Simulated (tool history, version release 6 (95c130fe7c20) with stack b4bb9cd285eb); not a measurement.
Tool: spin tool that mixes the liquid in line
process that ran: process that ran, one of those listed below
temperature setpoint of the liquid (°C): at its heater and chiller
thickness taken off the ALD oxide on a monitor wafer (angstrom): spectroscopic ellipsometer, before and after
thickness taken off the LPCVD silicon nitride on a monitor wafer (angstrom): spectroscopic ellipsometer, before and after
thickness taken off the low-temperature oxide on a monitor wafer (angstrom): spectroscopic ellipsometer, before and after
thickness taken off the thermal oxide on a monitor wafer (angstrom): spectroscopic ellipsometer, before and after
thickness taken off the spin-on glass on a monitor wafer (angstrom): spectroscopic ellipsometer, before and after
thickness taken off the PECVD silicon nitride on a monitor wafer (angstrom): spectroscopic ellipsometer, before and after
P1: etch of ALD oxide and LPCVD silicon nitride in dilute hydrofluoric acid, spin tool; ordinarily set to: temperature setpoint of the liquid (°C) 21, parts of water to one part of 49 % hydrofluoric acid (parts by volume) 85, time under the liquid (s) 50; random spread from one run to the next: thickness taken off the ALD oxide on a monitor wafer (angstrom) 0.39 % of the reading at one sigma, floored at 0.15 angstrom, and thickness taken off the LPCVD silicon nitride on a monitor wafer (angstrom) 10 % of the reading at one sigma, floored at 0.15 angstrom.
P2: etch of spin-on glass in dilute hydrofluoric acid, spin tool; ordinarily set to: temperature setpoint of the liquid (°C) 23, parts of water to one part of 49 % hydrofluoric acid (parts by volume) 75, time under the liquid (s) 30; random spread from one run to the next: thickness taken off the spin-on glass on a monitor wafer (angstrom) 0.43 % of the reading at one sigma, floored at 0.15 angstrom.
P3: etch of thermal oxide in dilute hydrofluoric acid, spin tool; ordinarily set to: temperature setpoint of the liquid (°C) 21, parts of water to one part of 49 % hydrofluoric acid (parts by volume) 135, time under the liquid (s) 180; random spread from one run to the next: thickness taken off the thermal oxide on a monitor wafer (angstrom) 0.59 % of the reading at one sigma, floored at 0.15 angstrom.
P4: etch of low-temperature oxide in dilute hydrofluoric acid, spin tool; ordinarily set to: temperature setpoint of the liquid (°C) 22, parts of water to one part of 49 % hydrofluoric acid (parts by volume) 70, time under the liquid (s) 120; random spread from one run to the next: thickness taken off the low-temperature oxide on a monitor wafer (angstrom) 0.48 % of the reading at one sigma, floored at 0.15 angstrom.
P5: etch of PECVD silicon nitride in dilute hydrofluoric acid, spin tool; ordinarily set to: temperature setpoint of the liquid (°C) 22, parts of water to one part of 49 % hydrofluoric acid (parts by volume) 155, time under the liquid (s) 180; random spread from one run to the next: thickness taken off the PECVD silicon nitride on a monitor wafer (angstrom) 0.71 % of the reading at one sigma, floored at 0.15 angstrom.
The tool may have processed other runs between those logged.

| run | hour | process that ran | temperature setpoint of the liquid (°C) | parts of water to one part of 49 % hydrofluoric acid (parts by volume) | time under the liquid (s) | hours since the thermometer was replaced | hours since the hydrofluoric acid flow meter was replaced | thickness taken off the ALD oxide on a monitor wafer (angstrom) | thickness taken off the LPCVD silicon nitride on a monitor wafer (angstrom) | thickness taken off the low-temperature oxide on a monitor wafer (angstrom) | thickness taken off the thermal oxide on a monitor wafer (angstrom) | thickness taken off the spin-on glass on a monitor wafer (angstrom) | thickness taken off the PECVD silicon nitride on a monitor wafer (angstrom) |
|---|---|---|---|---|---|---|---|---|---|---|---|---|---|
| 1 | 12.8 | P1 | 21 | 85 | 50 | 509.2 | 237.2 | 92.87 | 2.1459 |  |  |  |  |
| 2 | 18.7 | P4 | 22 | 95 | 120 | 515.1 | 243.1 |  |  | 180.11 |  |  |  |
| 3 | 25 | P3 | 27 | 135 | 180 | 521.4 | 249.4 |  |  |  | 67.316 |  |  |
| 4 | 34.7 | P1 | 21 | 120 | 50 | 531.1 | 259.1 | 63.617 | 1.3194 |  |  |  |  |
| 5 | 42.9 | P2 | 23 | 75 | 30 | 539.3 | 267.3 |  |  |  |  | 198.51 |  |
| 6 | 53.1 | P3 | 21 | 135 | 180 | 549.5 | 277.5 |  |  |  | 53.025 |  |  |
| 7 | 61.1 | P2 | 23 | 25 | 30 | 557.5 | 285.5 |  |  |  |  | 638.29 |  |
| 8 | 73.2 | P1 | 27 | 85 | 50 | 569.6 | 297.6 | 118.89 | 4.5613 |  |  |  |  |
| 9 | 81.8 | P1 | 21 | 85 | 50 | 578.2 | 306.2 | 92.988 | 2.786 |  |  |  |  |
| 10 | 92.3 | P4 | 22 | 70 | 25 | 588.7 | 316.7 |  |  | 52.821 |  |  |  |
| 11 | 103.2 | P4 | 22 | 70 | 120 | 599.6 | 327.6 |  |  | 252.63 |  |  |  |
| 12 | 112.8 | P2 | 17 | 75 | 30 | 609.2 | 337.2 |  |  |  |  | 155.38 |  |
| 13 | 120.7 | P1 | 17 | 85 | 50 | 617.1 | 345.1 | 78.758 | 1.7704 |  |  |  |  |
| 14 | 128.1 | P1 | 21 | 85 | 85 | 624.5 | 352.5 | 159.23 | 4.4261 |  |  |  |  |
| 15 | 140.5 | P2 | 23 | 75 | 60 | 636.9 | 364.9 |  |  |  |  | 392.33 |  |
| 16 | 149.5 | P1 | 21 | 120 | 30 | 645.9 | 373.9 | 38.275 | 1.0279 |  |  |  |  |
| 17 | 159.6 | P5 | 17.5 | 155 | 180 | 656 | 384 |  |  |  |  |  | 20.842 |
| 18 | 166.4 | P3 | 21 | 75 | 180 | 662.8 | 390.8 |  |  |  | 101.78 |  |  |
| 19 | 173.6 | P1 | 21 | 85 | 50 | 670 | 398 | 93.74 | 2.2938 |  |  |  |  |
| 20 | 184.6 | P3 | 21 | 135 | 180 | 681 | 409 |  |  |  | 52.568 |  |  |
| 21 | 196.7 | P1 | 21 | 85 | 50 | 693.1 | 421.1 | 93.15 | 2.8075 |  |  |  |  |
| 22 | 203.4 | P1 | 21 | 25 | 50 | 699.8 | 427.8 | 343.62 | 9.0873 |  |  |  |  |
| 23 | 209.7 | P4 | 17 | 70 | 120 | 706.1 | 434.1 |  |  | 204.36 |  |  |  |
| 24 | 215.5 | P5 | 22 | 155 | 180 | 711.9 | 439.9 |  |  |  |  |  | 28.201 |
| 25 | 224.2 | P5 | 22 | 155 | 180 | 720.6 | 448.6 |  |  |  |  |  | 28.013 |
| 26 | 232 | P5 | 22 | 155 | 55 | 728.4 | 456.4 |  |  |  |  |  | 8.3734 |
| 27 | 243.8 | P5 | 22 | 85 | 180 | 740.2 | 468.2 |  |  |  |  |  | 51.127 |
| 28 | 251.9 | P1 | 21 | 85 | 50 | 748.3 | 476.3 | 93.684 | 2.9978 |  |  |  |  |
| 29 | 263.8 | P3 | 21 | 135 | 80 | 760.2 | 488.2 |  |  |  | 23.817 |  |  |
| 30 | 272.9 | P1 | 21 | 85 | 15 | 769.3 | 497.3 | 27.945 | 0.99359 |  |  |  |  |
| 31 | 283.2 | P2 | 23 | 75 | 30 | 779.6 | 507.6 |  |  |  |  | 197.81 |  |
| 32 | 288.9 | P1 | 21 | 85 | 50 | 785.3 | 513.3 | 93.896 | 2.5903 |  |  |  |  |
| 33 | 298.2 | P1 | 21 | 85 | 50 | 794.6 | 522.6 | 95.994 | 2.5211 |  |  |  |  |
| 34 | 310.2 | P1 | 21 | 85 | 50 | 806.6 | 534.6 | 97.274 | 2.7781 |  |  |  |  |
| 35 | 317.1 | P1 | 21 | 85 | 50 | 813.5 | 541.5 | 98.045 | 2.8654 |  |  |  |  |
| 36 | 325 | P1 | 21 | 85 | 50 | 821.4 | 549.4 | 97.657 | 2.4137 |  |  |  |  |
| 37 | 332.5 | P1 | 21 | 85 | 50 | 828.9 | 556.9 | 99.182 | 2.8895 |  |  |  |  |
| 38 | 343.6 | P1 | 21 | 85 | 50 | 840 | 568 | 98.698 | 3.08 |  |  |  |  |
| 39 | 350.7 | P1 | 21 | 85 | 50 | 847.1 | 575.1 | 99.078 | 2.9591 |  |  |  |  |

P1 no longer gives what it gave before; its output has crept away from where it was. The following 2 causes, each at its listed size, fit the log equally well:
A: hydrofluoric acid flow above the setpoint (%) = 5.41
B: liquid hotter than its thermometer reads (K) = 1.42
At approximately hour 288.9, the process output began to creep.

Which of the check runs below tells the causes apart, meaning the causes would give it clearly different results? Each run uses 3 wafers whose results are averaged, and each result is shown as a question mark.
| check 1 | 357.8 | P3 | 21 | 135 | 180 |  |  |  |  |  | ? |  |  |
| check 2 | 357.8 | P4 | 22 | 70 | 120 |  |  |  |  | ? |  |  |  |
| check 3 | 357.8 | P5 | 22 | 155 | 180 |  |  |  |  |  |  |  | ? |
| check 4 | 357.8 | P2 | 23 | 75 | 30 |  |  |  |  |  |  | ? |  |

Predicted outcomes, by check and by cause:
| check | result | if A | if B |
|---|---|---|---|
| check 1 | thickness taken off the thermal oxide on a monitor wafer (angstrom) | 56.129 | 55.896 |
| check 2 | thickness taken off the low-temperature oxide on a monitor wafer (angstrom) | 266.76 | 267.05 |
| check 3 | thickness taken off the PECVD silicon nitride on a monitor wafer (angstrom) | 29.444 | 30.667 |
| check 4 | thickness taken off the spin-on glass on a monitor wafer (angstrom) | 209.25 | 209.24 |
Per check, the gap between the least separated pair of causes, taken in the result that splits them most: check 1 0.42 %; check 2 0.11 %; check 3 4.07 %; check 4 0.01 %
The other checks would show nearly matching results whichever cause is true, so check 3 is the only one that separates the causes.

After running check 3, the following was obtained: thickness taken off the PECVD silicon nitride on a monitor wafer (angstrom) 29.494. Which cause does this point to?

A is the cause: hydrofluoric acid flow above the setpoint (%).

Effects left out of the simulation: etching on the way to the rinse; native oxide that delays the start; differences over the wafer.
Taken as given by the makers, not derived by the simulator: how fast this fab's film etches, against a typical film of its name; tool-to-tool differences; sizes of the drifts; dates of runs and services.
